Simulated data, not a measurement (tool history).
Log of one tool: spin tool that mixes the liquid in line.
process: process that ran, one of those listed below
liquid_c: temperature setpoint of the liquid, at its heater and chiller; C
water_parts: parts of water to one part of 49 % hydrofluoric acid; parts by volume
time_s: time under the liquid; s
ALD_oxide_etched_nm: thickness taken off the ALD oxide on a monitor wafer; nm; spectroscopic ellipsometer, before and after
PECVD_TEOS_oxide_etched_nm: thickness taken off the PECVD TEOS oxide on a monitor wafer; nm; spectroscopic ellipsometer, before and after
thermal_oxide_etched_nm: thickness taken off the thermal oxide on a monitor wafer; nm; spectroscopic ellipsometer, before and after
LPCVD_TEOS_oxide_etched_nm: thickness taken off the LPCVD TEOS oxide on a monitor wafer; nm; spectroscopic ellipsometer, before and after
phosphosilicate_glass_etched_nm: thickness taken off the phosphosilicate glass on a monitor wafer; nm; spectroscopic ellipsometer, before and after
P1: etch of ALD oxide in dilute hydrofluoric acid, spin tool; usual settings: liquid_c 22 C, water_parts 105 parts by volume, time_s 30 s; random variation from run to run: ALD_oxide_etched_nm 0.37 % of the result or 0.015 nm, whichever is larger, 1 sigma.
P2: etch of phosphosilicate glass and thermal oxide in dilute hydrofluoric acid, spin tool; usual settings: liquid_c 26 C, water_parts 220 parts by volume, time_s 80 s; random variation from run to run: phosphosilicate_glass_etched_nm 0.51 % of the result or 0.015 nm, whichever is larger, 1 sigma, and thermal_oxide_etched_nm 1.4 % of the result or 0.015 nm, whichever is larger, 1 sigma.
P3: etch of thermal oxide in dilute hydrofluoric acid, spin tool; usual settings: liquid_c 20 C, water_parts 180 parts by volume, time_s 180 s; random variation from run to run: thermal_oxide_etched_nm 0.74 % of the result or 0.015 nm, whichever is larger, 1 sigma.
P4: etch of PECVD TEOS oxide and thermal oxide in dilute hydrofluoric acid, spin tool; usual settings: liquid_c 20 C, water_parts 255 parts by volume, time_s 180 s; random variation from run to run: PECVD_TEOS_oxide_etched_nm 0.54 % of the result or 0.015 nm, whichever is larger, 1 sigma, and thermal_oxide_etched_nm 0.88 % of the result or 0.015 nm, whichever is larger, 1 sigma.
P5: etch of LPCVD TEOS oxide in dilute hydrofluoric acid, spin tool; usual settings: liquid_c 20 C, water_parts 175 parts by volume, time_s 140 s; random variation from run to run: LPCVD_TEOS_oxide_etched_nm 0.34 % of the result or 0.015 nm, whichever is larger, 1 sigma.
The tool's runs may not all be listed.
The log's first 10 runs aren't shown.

run   hour  process  liquid_c  water_parts  time_s  hours since the thermometer was replaced  hours since the hydrofluoric acid flow meter was replaced  ALD_oxide_etched_nm  PECVD_TEOS_oxide_etched_nm  thermal_oxide_etched_nm  LPCVD_TEOS_oxide_etched_nm  phosphosilicate_glass_etched_nm
 11  110.3       P4        28          255     180                                    1321.7                                                       77.6                                           10.095                   3.2755
 12  116.4       P4        20          255     180                                    1327.8                                                       83.7                                            7.524                    2.473
 13  123.4       P1        22           55      30                                    1334.8                                                       90.7               16.579
 14  131.6       P1        22          105      30                                      1343                                                       98.9               8.2084
 15    142       P2        26          220     125                                    1353.4                                                      109.3                                                                    2.4558                                                        50.14
 16  150.3       P3        20           75     180                                    1361.7                                                      117.6                                                                    9.7445
 17    158       P2        22          220      80                                    1369.4                                                      125.3                                                                    1.3753                                                       27.695
 18  166.4       P2        26           70      80                                    1377.8                                                      133.7                                                                     5.911                                                       121.79
 19    180       P5        20          175     140                                    1391.4                                                      147.3                                                                                                29.045
 20  188.5       P1        22          105      30                                    1399.9                                                      155.8               8.2504
 21  199.3       P4        20          255      30                                    1410.7                                                      166.6                                           1.2588                  0.39373
 22  206.2       P3        17          180     180                                    1417.6                                                      173.5                                                                    3.2378
 23  213.5       P1      25.5          105      30                                    1424.9                                                      180.8               9.4336
 24  221.8       P3        20          180      20                                    1433.2                                                      189.1                                                                   0.37463
 25    228       P1        22          105      30                                    1439.4                                                      195.3                8.243
 26  235.2       P5        20           85     140                                    1446.6                                                      202.5                                                                                                66.239
 27  244.9       P5        17          175     140                                    1456.3                                                      212.2                                                                                                 25.78
 28  252.6       P1        22          105      65                                      1464                                                      219.9                17.68
 29  260.4       P1        17          105      30                                    1471.8                                                      227.7               6.6885
 30    271       P1        22          105      30                                    1482.4                                                      238.3               8.2204
 31  279.4       P2        26          220      80                                    1490.8                                                      246.7                                                                    1.5264                                                       31.927
 32  286.8       P1        22          105      30                                    1498.2                                                      254.1               8.2387
 33  298.2       P1        22          105      30                                    1509.6                                                      265.5               7.8727
 34  306.2       P1        22          105      30                                    1517.6                                                      273.5               7.7155
 35  319.4       P1        22          105      30                                    1530.8                                                      286.7               7.5701

Run 36 comes next. What will it give?
 36  325.8       P1        22          105      30                                    1537.2                                                      293.1                    ?

ALD_oxide_etched_nm: 7.5319 nm
